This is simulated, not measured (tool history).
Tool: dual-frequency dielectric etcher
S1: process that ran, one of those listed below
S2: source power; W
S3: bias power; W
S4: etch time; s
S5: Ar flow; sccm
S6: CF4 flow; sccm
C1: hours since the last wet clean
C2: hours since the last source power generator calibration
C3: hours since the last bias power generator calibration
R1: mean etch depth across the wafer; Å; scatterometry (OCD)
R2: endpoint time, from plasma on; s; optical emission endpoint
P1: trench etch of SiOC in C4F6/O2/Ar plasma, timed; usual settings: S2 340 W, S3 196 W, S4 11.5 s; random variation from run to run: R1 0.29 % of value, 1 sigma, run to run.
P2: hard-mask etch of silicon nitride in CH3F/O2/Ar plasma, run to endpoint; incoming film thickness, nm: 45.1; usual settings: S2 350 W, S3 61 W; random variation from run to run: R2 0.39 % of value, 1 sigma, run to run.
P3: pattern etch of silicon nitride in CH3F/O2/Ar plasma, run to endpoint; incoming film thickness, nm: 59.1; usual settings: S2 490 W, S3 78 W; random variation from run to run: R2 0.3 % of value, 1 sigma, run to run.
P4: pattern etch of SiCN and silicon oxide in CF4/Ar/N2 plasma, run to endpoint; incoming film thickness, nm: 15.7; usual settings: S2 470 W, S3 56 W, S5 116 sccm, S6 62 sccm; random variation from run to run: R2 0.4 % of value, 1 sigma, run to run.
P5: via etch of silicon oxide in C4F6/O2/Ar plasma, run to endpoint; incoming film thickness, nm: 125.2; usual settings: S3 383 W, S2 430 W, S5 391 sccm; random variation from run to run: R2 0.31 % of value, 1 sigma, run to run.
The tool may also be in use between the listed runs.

Run 1, hour 2.2: S1 P1, S2 340 W, S3 196 W, S4 11.5 s; C1 262.4; C2 914.4; C3 1575.4. Result: R1 235.44 Å.
Run 2, hour 5.2: S1 P1, S2 340 W, S3 196 W, S4 11.5 s; C1 265.4; C2 917.4; C3 1578.4. Result: R1 235.55 Å.
Run 3, hour 7.2: S1 P4, S2 470 W, S3 56 W, S5 116 sccm, S6 62 sccm; C1 267.4; C2 919.4; C3 1580.4. Result: R2 19.252 s.
Run 4, hour 10: S1 P5, S2 430 W, S3 383 W, S5 391 sccm; C1 270.2; C2 922.2; C3 1583.2. Result: R2 29.774 s.
Run 5, hour 13.1: S1 P4, S2 470 W, S3 56 W, S5 116 sccm, S6 77 sccm; C1 273.3; C2 925.3; C3 1586.3. Result: R2 18.601 s.
Run 6, hour 17.5: S1 P2, S2 350 W, S3 61 W; C1 277.7; C2 929.7; C3 1590.7. Result: R2 72.02 s.
Run 7, hour 20.2: S1 P3, S2 330 W, S3 78 W; C1 280.4; C2 932.4; C3 1593.4. Result: R2 88.067 s.
Run 8, hour 22.6: S1 P5, S2 430 W, S3 248 W, S5 391 sccm; C1 282.8; C2 934.8; C3 1595.8. Result: R2 34.532 s.
Run 9, hour 24.6: S1 P2, S2 350 W, S3 61 W; C1 284.8; C2 936.8; C3 1597.8. Result: R2 72.675 s.
Run 10, hour 28.6: S1 P4, S2 470 W, S3 56 W, S5 116 sccm, S6 62 sccm; C1 288.8; C2 940.8; C3 1601.8. Result: R2 19.434 s.
Run 11, hour 33: S1 P1, S2 340 W, S3 196 W, S4 11.5 s; C1 293.2; C2 945.2; C3 1606.2. Result: R1 234.69 Å.
Run 12, hour 37: S1 P3, S2 490 W, S3 78 W; C1 297.2; C2 949.2; C3 1610.2. Result: R2 75.988 s.
Run 13, hour 39.4: S1 P1, S2 220 W, S3 196 W, S4 11.5 s; C1 299.6; C2 951.6; C3 1612.6. Result: R1 199.98 Å.
At hour 39.6: bias power generator calibrated.
Run 14, hour 42.4: S1 P1, S2 340 W, S3 196 W, S4 11.5 s; C1 302.6; C2 954.6; C3 2.9. Result: R1 236.08 Å.
Run 15, hour 45.3: S1 P1, S2 460 W, S3 196 W, S4 11.5 s; C1 305.5; C2 957.5; C3 5.8. Result: R1 265.23 Å.
Run 16, hour 47.6: S1 P1, S2 340 W, S3 196 W, S4 7 s; C1 307.8; C2 959.8; C3 8.1. Result: R1 142.89 Å.
Run 17, hour 50.4: S1 P4, S2 470 W, S3 35 W, S5 116 sccm, S6 62 sccm; C1 310.6; C2 962.6; C3 10.9. Result: R2 22.315 s.
Run 18, hour 53.6: S1 P1, S2 340 W, S3 196 W, S4 11.5 s; C1 313.8; C2 965.8; C3 14.1. Result: R1 234.8 Å.
Run 19, hour 57.8: S1 P1, S2 340 W, S3 196 W, S4 16 s; C1 318; C2 970; C3 18.3. Result: R1 326.5 Å.
Run 20, hour 61.5: S1 P5, S2 580 W, S3 383 W, S5 391 sccm; C1 321.7; C2 973.7; C3 22. Result: R2 26.707 s.
Run 21, hour 64: S1 P2, S2 440 W, S3 61 W; C1 324.2; C2 976.2; C3 24.5. Result: R2 66.67 s.
Run 22, hour 66.9: S1 P1, S2 340 W, S3 196 W, S4 11.5 s; C1 327.1; C2 979.1; C3 27.4. Result: R1 234.87 Å.
Run 23, hour 69.6: S1 P3, S2 490 W, S3 78 W; C1 329.8; C2 981.8; C3 30.1. Result: R2 75.857 s.
Run 24, hour 74: S1 P1, S2 340 W, S3 196 W, S4 11.5 s; C1 334.2; C2 986.2; C3 34.5. Result: R1 235.53 Å.
Run 25, hour 76.4: S1 P5, S2 430 W, S3 383 W, S5 465 sccm; C1 336.6; C2 988.6; C3 36.9. Result: R2 30.344 s.
Run 26, hour 80.4: S1 P4, S2 610 W, S3 56 W, S5 116 sccm, S6 62 sccm; C1 340.6; C2 992.6; C3 40.9. Result: R2 15.254 s.
Run 27, hour 83.9: S1 P1, S2 430 W, S3 262 W, S4 11.5 s; C1 344.1; C2 996.1; C3 44.4. Result: R1 282.5 Å.
Run 28, hour 86.4: S1 P5, S2 430 W, S3 383 W, S5 391 sccm; C1 346.6; C2 998.6; C3 46.9. Result: R2 29.845 s.
Run 29, hour 90.5: S1 P3, S2 490 W, S3 45 W; C1 350.7; C2 1002.7; C3 51. Result: R2 90.727 s.
Run 30, hour 94: S1 P1, S2 340 W, S3 249 W, S4 11.5 s; C1 354.2; C2 1006.2; C3 54.5. Result: R1 255.74 Å.
Run 31, hour 97: S1 P2, S2 350 W, S3 37 W; C1 357.2; C2 1009.2; C3 57.5. Result: R2 84.917 s.
Run 32, hour 99.7: S1 P4, S2 470 W, S3 56 W, S5 83 sccm, S6 62 sccm; C1 359.9; C2 1011.9; C3 60.2. Result: R2 18.184 s.
Run 33, hour 103.4: S1 P1, S2 340 W, S3 133 W, S4 11.5 s; C1 363.6; C2 1015.6; C3 63.9. Result: R1 208.24 Å.
Run 34, hour 107.7: S1 P1, S2 340 W, S3 196 W, S4 11.5 s; C1 367.9; C2 1019.9; C3 68.2. Result: R1 235.86 Å.
Run 35, hour 109.7: S1 P1, S2 340 W, S3 196 W, S4 11.5 s; C1 369.9; C2 1021.9; C3 70.2. Result: R1 236.99 Å.
Run 36, hour 112.8: S1 P1, S2 340 W, S3 196 W, S4 11.5 s; C1 373; C2 1025; C3 73.3. Result: R1 235.8 Å.
Run 37, hour 117.2: S1 P1, S2 340 W, S3 196 W, S4 11.5 s; C1 377.4; C2 1029.4; C3 77.7. Result: R1 238.12 Å.
Run 38, hour 120.3: S1 P1, S2 340 W, S3 196 W, S4 11.5 s; C1 380.5; C2 1032.5; C3 80.8. Result: R1 237.4 Å.
Run 39, hour 123.7: S1 P1, S2 340 W, S3 196 W, S4 11.5 s; C1 383.9; C2 1035.9; C3 84.2. Result: R1 239.59 Å.
At hour 127: wet clean of the chamber.
Run 40, hour 127.3: S1 P1, S2 340 W, S3 196 W, S4 11.5 s; C1 0.4; C2 1039.5; C3 87.8. Result: R1 239.22 Å.
Run 41, hour 131.4: S1 P1, S2 340 W, S3 196 W, S4 11.5 s; C1 4.5; C2 1043.6; C3 91.9. Result: R1 238.29 Å.
Run 42, hour 134.2: S1 P1, S2 340 W, S3 196 W, S4 11.5 s; C1 7.3; C2 1046.4; C3 94.7. Result: R1 238.78 Å.
Run 43, hour 137.8: S1 P1, S2 340 W, S3 196 W, S4 11.5 s; C1 10.9; C2 1050; C3 98.3. Result: R1 238.11 Å.
Run 44, hour 141.7: S1 P1, S2 340 W, S3 196 W, S4 11.5 s; C1 14.8; C2 1053.9; C3 102.2. Result: R1 239.59 Å.

The log shows P1 creeping away from where it was. Any of the 2 causes listed here, at the size stated for it, fits the log just as well as the others:
A: source power that arrives over what is set, % = 3.8
B: bias power that arrives over what is set, % = 4.49
Creep in the process output first set in at about hour 107.7.
Why every other cause is out:
chamber walls in a state that raises the etch rate, %: serviced at hour 127, which brought nothing back

The list below offers 4 check runs, each averaging the results of 2 wafers, and shows each result as a question mark. For which of them would the listed causes give clearly different results?
Run check 1, hour 145.6: S1 P3, S2 360 W, S3 50 W. Result: R2 ?.
Run check 2, hour 145.6: S1 P5, S2 430 W, S3 254 W, S5 391 sccm. Result: R2 ?.
Run check 3, hour 145.6: S1 P2, S2 430 W, S3 39 W. Result: R2 ?.
Run check 4, hour 145.6: S1 P4, S2 470 W, S3 37 W, S5 116 sccm, S6 62 sccm. Result: R2 ?.

What every check run would give for each of its results, assuming each possible cause in turn:
  check  result    if A    if B
check 1      R2  97.628  97.679
check 2      R2  33.814    33.8
check 3      R2  75.581  75.739
check 4      R2  21.274  21.709
Per check, the gap between the least separated pair of causes, taken in the result that splits them most: check 1 0.05 %; check 2 0.04 %; check 3 0.21 %; check 4 2.02 %
Only in check 4 would the causes give clearly different results; in the remaining checks their results would be nearly the same.

Here is what check 4 returned: R2 21.266 s. Which cause is it?

The cause is A: source power that arrives over what is set, %.

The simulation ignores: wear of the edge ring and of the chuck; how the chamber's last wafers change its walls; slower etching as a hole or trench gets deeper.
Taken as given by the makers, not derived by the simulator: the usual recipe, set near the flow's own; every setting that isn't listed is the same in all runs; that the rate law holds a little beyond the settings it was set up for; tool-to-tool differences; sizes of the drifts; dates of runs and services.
